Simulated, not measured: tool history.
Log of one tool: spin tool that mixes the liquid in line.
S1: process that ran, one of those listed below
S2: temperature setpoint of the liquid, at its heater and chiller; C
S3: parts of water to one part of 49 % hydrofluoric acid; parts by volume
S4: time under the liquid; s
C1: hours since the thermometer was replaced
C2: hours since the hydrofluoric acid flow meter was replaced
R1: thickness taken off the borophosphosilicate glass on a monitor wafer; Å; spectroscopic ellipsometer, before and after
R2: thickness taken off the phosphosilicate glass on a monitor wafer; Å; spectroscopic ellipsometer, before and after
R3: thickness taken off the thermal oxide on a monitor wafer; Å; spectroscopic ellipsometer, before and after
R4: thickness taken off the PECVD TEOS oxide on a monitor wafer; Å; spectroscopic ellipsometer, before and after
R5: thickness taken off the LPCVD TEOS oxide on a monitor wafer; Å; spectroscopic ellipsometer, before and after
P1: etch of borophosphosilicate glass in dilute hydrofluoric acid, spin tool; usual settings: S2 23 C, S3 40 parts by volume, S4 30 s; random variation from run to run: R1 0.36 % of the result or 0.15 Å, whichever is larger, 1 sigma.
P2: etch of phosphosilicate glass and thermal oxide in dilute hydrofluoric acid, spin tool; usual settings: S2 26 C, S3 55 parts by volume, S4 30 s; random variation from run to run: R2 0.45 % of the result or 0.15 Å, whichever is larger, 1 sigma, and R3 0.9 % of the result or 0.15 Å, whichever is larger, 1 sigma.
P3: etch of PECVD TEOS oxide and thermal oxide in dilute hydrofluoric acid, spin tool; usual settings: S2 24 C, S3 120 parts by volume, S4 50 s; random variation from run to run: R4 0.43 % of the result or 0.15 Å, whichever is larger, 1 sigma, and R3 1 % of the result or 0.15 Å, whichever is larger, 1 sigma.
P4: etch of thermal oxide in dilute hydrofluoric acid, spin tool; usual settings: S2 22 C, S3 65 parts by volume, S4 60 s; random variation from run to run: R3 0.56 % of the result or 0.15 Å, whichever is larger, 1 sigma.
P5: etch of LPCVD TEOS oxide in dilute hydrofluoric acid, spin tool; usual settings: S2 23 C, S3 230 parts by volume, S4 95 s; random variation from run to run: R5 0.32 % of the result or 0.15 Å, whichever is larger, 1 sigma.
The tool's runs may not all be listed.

{"run": 1, "hour": 10.5, "S1": "P1", "S2": 23, "S3": 40, "S4": 30, "C1": 587.2, "C2": 670.2, "R1": 352.75}
{"run": 2, "hour": 23.9, "S1": "P2", "S2": 17.5, "S3": 55, "S4": 30, "C1": 600.6, "C2": 683.6, "R2": 394.12, "R3": 21.048}
{"run": 3, "hour": 35.3, "S1": "P1", "S2": 30, "S3": 20, "S4": 30, "C1": 612, "C2": 695, "R1": 967.25}
{"run": 4, "hour": 45.6, "S1": "P2", "S2": 26, "S3": 90, "S4": 30, "C1": 622.3, "C2": 705.3, "R2": 329.86, "R3": 17.359}
{"run": 5, "hour": 60.0, "S1": "P1", "S2": 17, "S3": 40, "S4": 30, "C1": 636.7, "C2": 719.7, "R1": 272.23}
{"run": 6, "hour": 71.0, "S1": "P3", "S2": 24, "S3": 120, "S4": 50, "C1": 647.7, "C2": 730.7, "R3": 18.777, "R4": 111.85}
{"run": 7, "hour": 81.1, "S1": "P1", "S2": 27.5, "S3": 40, "S4": 50, "C1": 657.8, "C2": 740.8, "R1": 707.72}
{"run": 8, "hour": 93.6, "S1": "P5", "S2": 23, "S3": 230, "S4": 15, "C1": 670.3, "C2": 753.3, "R5": 10.069}
{"run": 9, "hour": 110.4, "S1": "P1", "S2": 23, "S3": 40, "S4": 60, "C1": 687.1, "C2": 770.1, "R1": 703.93}
{"run": 10, "hour": 125.1, "S1": "P1", "S2": 23, "S3": 40, "S4": 30, "C1": 701.8, "C2": 784.8, "R1": 350.52}
{"run": 11, "hour": 139.8, "S1": "P1", "S2": 29.5, "S3": 40, "S4": 30, "C1": 716.5, "C2": 799.5, "R1": 458.41}
{"run": 12, "hour": 154.1, "S1": "P1", "S2": 23, "S3": 40, "S4": 30, "C1": 730.8, "C2": 813.8, "R1": 350.92}
{"run": 13, "hour": 162.0, "S1": "P1", "S2": 23, "S3": 70, "S4": 30, "C1": 738.7, "C2": 821.7, "R1": 192.71}
{"hour": 173.9, "done": "thermometer replaced"}
{"run": 14, "hour": 174.9, "S1": "P5", "S2": 23, "S3": 230, "S4": 95, "C1": 1, "C2": 834.6, "R5": 64.552}
{"run": 15, "hour": 192.5, "S1": "P1", "S2": 23, "S3": 20, "S4": 45, "C1": 18.6, "C2": 852.2, "R1": 1084.7}
{"run": 16, "hour": 208.2, "S1": "P1", "S2": 23, "S3": 20, "S4": 30, "C1": 34.3, "C2": 867.9, "R1": 717.49}
{"run": 17, "hour": 218.0, "S1": "P1", "S2": 23, "S3": 40, "S4": 30, "C1": 44.1, "C2": 877.7, "R1": 351.39}
{"run": 18, "hour": 227.9, "S1": "P1", "S2": 23, "S3": 40, "S4": 15, "C1": 54, "C2": 887.6, "R1": 176.28}
{"run": 19, "hour": 235.8, "S1": "P1", "S2": 23, "S3": 40, "S4": 30, "C1": 61.9, "C2": 895.5, "R1": 349.44}
{"run": 20, "hour": 253.5, "S1": "P5", "S2": 23, "S3": 415, "S4": 95, "C1": 79.6, "C2": 913.2, "R5": 30.052}
{"run": 21, "hour": 268.9, "S1": "P4", "S2": 22, "S3": 65, "S4": 60, "C1": 95, "C2": 928.6, "R3": 40.754}
{"run": 22, "hour": 286.3, "S1": "P2", "S2": 26, "S3": 55, "S4": 30, "C1": 112.4, "C2": 946, "R2": 559.85, "R3": 29.614}
{"run": 23, "hour": 294.1, "S1": "P1", "S2": 23, "S3": 40, "S4": 30, "C1": 120.2, "C2": 953.8, "R1": 353.26}
{"run": 24, "hour": 311.9, "S1": "P4", "S2": 17, "S3": 65, "S4": 60, "C1": 138, "C2": 971.6, "R3": 33.056}
{"run": 25, "hour": 328.7, "S1": "P5", "S2": 31, "S3": 230, "S4": 95, "C1": 154.8, "C2": 988.4, "R5": 85.277}
{"run": 26, "hour": 338.2, "S1": "P4", "S2": 22, "S3": 65, "S4": 115, "C1": 164.3, "C2": 997.9, "R3": 77.915}
{"run": 27, "hour": 347.3, "S1": "P2", "S2": 26, "S3": 55, "S4": 60, "C1": 173.4, "C2": 1007, "R2": 1120.9, "R3": 59.448}
{"run": 28, "hour": 356.6, "S1": "P2", "S2": 26, "S3": 55, "S4": 30, "C1": 182.7, "C2": 1016.3, "R2": 559.52, "R3": 29.285}
{"run": 29, "hour": 372.7, "S1": "P3", "S2": 24, "S3": 120, "S4": 15, "C1": 198.8, "C2": 1032.4, "R3": 5.5858, "R4": 33.604}
{"run": 30, "hour": 388.2, "S1": "P4", "S2": 22, "S3": 35, "S4": 60, "C1": 214.3, "C2": 1047.9, "R3": 78.455}
{"run": 31, "hour": 401.7, "S1": "P3", "S2": 17, "S3": 120, "S4": 50, "C1": 227.8, "C2": 1061.4, "R3": 13.938, "R4": 84.538}
{"run": 32, "hour": 413.5, "S1": "P3", "S2": 24, "S3": 40, "S4": 50, "C1": 239.6, "C2": 1073.2, "R3": 62.594, "R4": 373.71}
{"run": 33, "hour": 422.9, "S1": "P1", "S2": 23, "S3": 40, "S4": 30, "C1": 249, "C2": 1082.6, "R1": 350.38}
{"run": 34, "hour": 432.1, "S1": "P1", "S2": 23, "S3": 40, "S4": 30, "C1": 258.2, "C2": 1091.8, "R1": 360.31}
{"run": 35, "hour": 448.2, "S1": "P1", "S2": 23, "S3": 40, "S4": 30, "C1": 274.3, "C2": 1107.9, "R1": 371.94}
{"run": 36, "hour": 460.1, "S1": "P1", "S2": 23, "S3": 40, "S4": 30, "C1": 286.2, "C2": 1119.8, "R1": 375.95}
{"run": 37, "hour": 472.9, "S1": "P1", "S2": 23, "S3": 40, "S4": 30, "C1": 299, "C2": 1132.6, "R1": 377.9}
{"run": 38, "hour": 488.0, "S1": "P1", "S2": 23, "S3": 40, "S4": 30, "C1": 314.1, "C2": 1147.7, "R1": 382.52}
{"run": 39, "hour": 497.6, "S1": "P1", "S2": 23, "S3": 40, "S4": 30, "C1": 323.7, "C2": 1157.3, "R1": 381.86}
{"run": 40, "hour": 509.6, "S1": "P1", "S2": 23, "S3": 40, "S4": 30, "C1": 335.7, "C2": 1169.3, "R1": 382.37}
{"run": 41, "hour": 523.7, "S1": "P1", "S2": 23, "S3": 40, "S4": 30, "C1": 349.8, "C2": 1183.4, "R1": 382.74}
{"run": 42, "hour": 536.9, "S1": "P1", "S2": 23, "S3": 40, "S4": 30, "C1": 363, "C2": 1196.6, "R1": 383.29}
{"run": 43, "hour": 552.8, "S1": "P1", "S2": 23, "S3": 40, "S4": 30, "C1": 378.9, "C2": 1212.5, "R1": 386.11}

What P1 gives has crept away from where it was. These 2 causes fit the log equally well, each at the size given:
A: liquid hotter than its thermometer reads (K) = 2.25
B: hydrofluoric acid flow above the setpoint (%) = 9.28
The creep began at about hour 422.9.

4 check runs are offered, one wafer each, their results left as question marks. Which one tells the causes apart?
{"run": "check 1", "hour": 568.7, "S1": "P5", "S2": 23, "S3": 330, "S4": 95, "R5": "?"}
{"run": "check 2", "hour": 568.7, "S1": "P3", "S2": 17, "S3": 120, "S4": 50, "R3": "?", "R4": "?"}
{"run": "check 3", "hour": 568.7, "S1": "P4", "S2": 17, "S3": 65, "S4": 60, "R3": "?"}
{"run": "check 4", "hour": 568.7, "S1": "P2", "S2": 22.5, "S3": 55, "S4": 40, "R2": "?", "R3": "?"}

What each check would give under each cause:
check=check_1 result=R5 if_A=43.946 if_B=45.665
check=check_2 result=R3 if_A=15.699 if_B=15.798
check=check_2 result=R4 if_A=92.667 if_B=93.248
check=check_3 result=R3 if_A=36.172 if_B=36.128
check=check_4 result=R2 if_A=710.83 if_B=712.37
check=check_4 result=R3 if_A=37.829 if_B=37.911
How far apart the two closest causes lie, in the result that separates them most: check 1 3.84 %; check 2 0.63 %; check 3 0.12 %; check 4 0.22 %
Only check 1 tells the causes apart: in the others they would give nearly the same result.

Then check 1 was run and gave: R5 45.918 Å. Which cause is it?

It is B: hydrofluoric acid flow above the setpoint (%).
